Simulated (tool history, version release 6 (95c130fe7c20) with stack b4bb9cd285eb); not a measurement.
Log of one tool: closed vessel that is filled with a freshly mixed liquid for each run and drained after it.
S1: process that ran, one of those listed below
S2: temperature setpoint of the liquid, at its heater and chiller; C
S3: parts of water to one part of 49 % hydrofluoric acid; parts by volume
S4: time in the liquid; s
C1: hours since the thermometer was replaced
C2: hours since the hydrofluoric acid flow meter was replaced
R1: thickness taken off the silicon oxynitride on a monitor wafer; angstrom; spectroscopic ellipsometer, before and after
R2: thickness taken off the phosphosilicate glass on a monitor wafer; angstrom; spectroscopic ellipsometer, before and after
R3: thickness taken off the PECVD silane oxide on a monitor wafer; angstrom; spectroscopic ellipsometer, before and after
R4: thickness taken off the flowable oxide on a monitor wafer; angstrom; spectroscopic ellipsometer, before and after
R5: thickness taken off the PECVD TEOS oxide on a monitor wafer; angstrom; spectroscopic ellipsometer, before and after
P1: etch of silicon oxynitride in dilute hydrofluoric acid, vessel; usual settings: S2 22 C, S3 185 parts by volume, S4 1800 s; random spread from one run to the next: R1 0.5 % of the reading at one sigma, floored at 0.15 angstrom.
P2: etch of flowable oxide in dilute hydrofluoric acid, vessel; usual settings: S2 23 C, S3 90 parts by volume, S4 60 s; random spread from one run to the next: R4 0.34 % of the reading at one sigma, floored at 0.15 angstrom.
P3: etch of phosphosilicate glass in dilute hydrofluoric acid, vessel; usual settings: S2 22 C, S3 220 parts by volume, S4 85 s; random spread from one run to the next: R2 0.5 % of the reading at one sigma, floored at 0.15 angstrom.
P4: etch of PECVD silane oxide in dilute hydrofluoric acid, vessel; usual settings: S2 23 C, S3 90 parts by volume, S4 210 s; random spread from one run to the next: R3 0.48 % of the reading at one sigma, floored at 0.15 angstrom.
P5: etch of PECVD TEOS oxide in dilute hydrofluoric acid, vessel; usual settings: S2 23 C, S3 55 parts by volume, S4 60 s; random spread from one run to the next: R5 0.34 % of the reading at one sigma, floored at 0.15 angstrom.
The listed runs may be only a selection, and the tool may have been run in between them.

Run 1, hour 8.4: S1 P1, S2 22 C, S3 185 parts by volume, S4 1800 s; C1 220.3; C2 60.6. Result: R1 222.85 angstrom.
Run 2, hour 19.1: S1 P3, S2 22 C, S3 70 parts by volume, S4 85 s; C1 231; C2 71.3. Result: R2 1099.3 angstrom.
Run 3, hour 30: S1 P3, S2 26.5 C, S3 220 parts by volume, S4 85 s; C1 241.9; C2 82.2. Result: R2 349.27 angstrom.
Run 4, hour 39: S1 P4, S2 23 C, S3 90 parts by volume, S4 210 s; C1 250.9; C2 91.2. Result: R3 510.02 angstrom.
Run 5, hour 50.5: S1 P4, S2 23 C, S3 45 parts by volume, S4 210 s; C1 262.4; C2 102.7. Result: R3 1079.5 angstrom.
Run 6, hour 64.8: S1 P1, S2 22 C, S3 185 parts by volume, S4 1800 s; C1 276.7; C2 117. Result: R1 224.62 angstrom.
Run 7, hour 72.4: S1 P1, S2 22 C, S3 185 parts by volume, S4 1800 s; C1 284.3; C2 124.6. Result: R1 222.24 angstrom.
Run 8, hour 85.8: S1 P2, S2 30.5 C, S3 90 parts by volume, S4 60 s; C1 297.7; C2 138. Result: R4 481.05 angstrom.
Run 9, hour 92.9: S1 P1, S2 22 C, S3 185 parts by volume, S4 970 s; C1 304.8; C2 145.1. Result: R1 120.48 angstrom.
Run 10, hour 101.1: S1 P4, S2 29 C, S3 90 parts by volume, S4 210 s; C1 313; C2 153.3. Result: R3 648.74 angstrom.
Run 11, hour 108.2: S1 P2, S2 23 C, S3 90 parts by volume, S4 30 s; C1 320.1; C2 160.4. Result: R4 179.47 angstrom.
Run 12, hour 119.4: S1 P1, S2 17 C, S3 75 parts by volume, S4 1800 s; C1 331.3; C2 171.6. Result: R1 460.73 angstrom.
Run 13, hour 126.5: S1 P2, S2 23 C, S3 35 parts by volume, S4 60 s; C1 338.4; C2 178.7. Result: R4 988.26 angstrom.
Run 14, hour 138.5: S1 P3, S2 22 C, S3 220 parts by volume, S4 30 s; C1 350.4; C2 190.7. Result: R2 103.7 angstrom.
At hour 143.4: thermometer replaced.
Run 15, hour 149.5: S1 P1, S2 22 C, S3 185 parts by volume, S4 1800 s; C1 6.1; C2 201.7. Result: R1 222.14 angstrom.
Run 16, hour 159.3: S1 P3, S2 22 C, S3 220 parts by volume, S4 85 s; C1 15.9; C2 211.5. Result: R2 293.83 angstrom.
Run 17, hour 166: S1 P5, S2 23 C, S3 20 parts by volume, S4 60 s; C1 22.6; C2 218.2. Result: R5 852.42 angstrom.
Run 18, hour 180.1: S1 P5, S2 31 C, S3 55 parts by volume, S4 60 s; C1 36.7; C2 232.3. Result: R5 410.25 angstrom.
Run 19, hour 193.4: S1 P5, S2 23 C, S3 55 parts by volume, S4 30 s; C1 50; C2 245.6. Result: R5 148.78 angstrom.
Run 20, hour 202.1: S1 P4, S2 23 C, S3 90 parts by volume, S4 305 s; C1 58.7; C2 254.3. Result: R3 746.5 angstrom.
Run 21, hour 213.6: S1 P1, S2 17 C, S3 185 parts by volume, S4 1800 s; C1 70.2; C2 265.8. Result: R1 175.79 angstrom.
Run 22, hour 222.5: S1 P1, S2 22 C, S3 315 parts by volume, S4 1800 s; C1 79.1; C2 274.7. Result: R1 119.29 angstrom.
Run 23, hour 232: S1 P1, S2 22 C, S3 110 parts by volume, S4 1800 s; C1 88.6; C2 284.2. Result: R1 396.92 angstrom.
Run 24, hour 244.3: S1 P3, S2 22 C, S3 220 parts by volume, S4 85 s; C1 100.9; C2 296.5. Result: R2 296.79 angstrom.
Run 25, hour 254.5: S1 P2, S2 23 C, S3 90 parts by volume, S4 60 s; C1 111.1; C2 306.7. Result: R4 359.01 angstrom.
Run 26, hour 267.9: S1 P1, S2 28 C, S3 185 parts by volume, S4 1800 s; C1 124.5; C2 320.1. Result: R1 288.15 angstrom.
Run 27, hour 281.7: S1 P5, S2 23 C, S3 55 parts by volume, S4 60 s; C1 138.3; C2 333.9. Result: R5 297.24 angstrom.
Run 28, hour 292.2: S1 P4, S2 23 C, S3 90 parts by volume, S4 210 s; C1 148.8; C2 344.4. Result: R3 513.76 angstrom.
Run 29, hour 304.7: S1 P1, S2 22 C, S3 185 parts by volume, S4 2800 s; C1 161.3; C2 356.9. Result: R1 344.66 angstrom.
Run 30, hour 314.4: S1 P1, S2 22 C, S3 185 parts by volume, S4 1800 s; C1 171; C2 366.6. Result: R1 222.08 angstrom.
Run 31, hour 320.9: S1 P1, S2 22 C, S3 185 parts by volume, S4 1800 s; C1 177.5; C2 373.1. Result: R1 215.63 angstrom.
Run 32, hour 329: S1 P1, S2 22 C, S3 185 parts by volume, S4 1800 s; C1 185.6; C2 381.2. Result: R1 212.78 angstrom.
Run 33, hour 336.8: S1 P1, S2 22 C, S3 185 parts by volume, S4 1800 s; C1 193.4; C2 389. Result: R1 209.8 angstrom.
Run 34, hour 344.1: S1 P1, S2 22 C, S3 185 parts by volume, S4 1800 s; C1 200.7; C2 396.3. Result: R1 206.84 angstrom.
Run 35, hour 352.9: S1 P1, S2 22 C, S3 185 parts by volume, S4 1800 s; C1 209.5; C2 405.1. Result: R1 204.37 angstrom.
Run 36, hour 365.1: S1 P1, S2 22 C, S3 185 parts by volume, S4 1800 s; C1 221.7; C2 417.3. Result: R1 203.41 angstrom.
Run 37, hour 377.7: S1 P1, S2 22 C, S3 185 parts by volume, S4 1800 s; C1 234.3; C2 429.9. Result: R1 202.47 angstrom.
Run 38, hour 388.8: S1 P1, S2 22 C, S3 185 parts by volume, S4 1800 s; C1 245.4; C2 441. Result: R1 201.42 angstrom.
Run 39, hour 402.8: S1 P1, S2 22 C, S3 185 parts by volume, S4 1800 s; C1 259.4; C2 455. Result: R1 202.94 angstrom.

The log shows P1 creeping away from where it was. Any of the 2 causes listed here, at the size stated for it, fits the log just as well as the others:
A: liquid colder than its thermometer reads (K) = 2.08
B: hydrofluoric acid flow below the setpoint (%) = 8.11
The onset of the drift is placed at about hour 314.4.

Consider the 4 check runs below, whose results appear as question marks and each of which averages 2 wafers. Which one distinguishes the causes, in that each cause would give it a clearly different result?
Run check 1, hour 416.8: S1 P2, S2 23 C, S3 55 parts by volume, S4 60 s. Result: R4 ?.
Run check 2, hour 416.8: S1 P4, S2 23 C, S3 50 parts by volume, S4 295 s. Result: R3 ?.
Run check 3, hour 416.8: S1 P3, S2 26 C, S3 220 parts by volume, S4 85 s. Result: R2 ?.
Run check 4, hour 416.8: S1 P5, S2 23 C, S3 30 parts by volume, S4 35 s. Result: R5 ?.

Expected result of each check under each candidate cause:
  check  result    if A    if B
check 1      R4  562.42  560.15
check 2      R3  1248.2  1244.2
check 3      R2  317.54  307.95
check 4      R5  300.91  300.98
Distance between the nearest two causes, measured in the result of the check that separates them most: check 1 0.41 %; check 2 0.32 %; check 3 3.07 %; check 4 0.02 %
The other checks would show nearly matching results whichever cause is true, so check 3 is the only one that separates the causes.

Here is what check 3 returned: R2 316.9 angstrom. Which cause is it?

The cause is A: liquid colder than its thermometer reads (K).
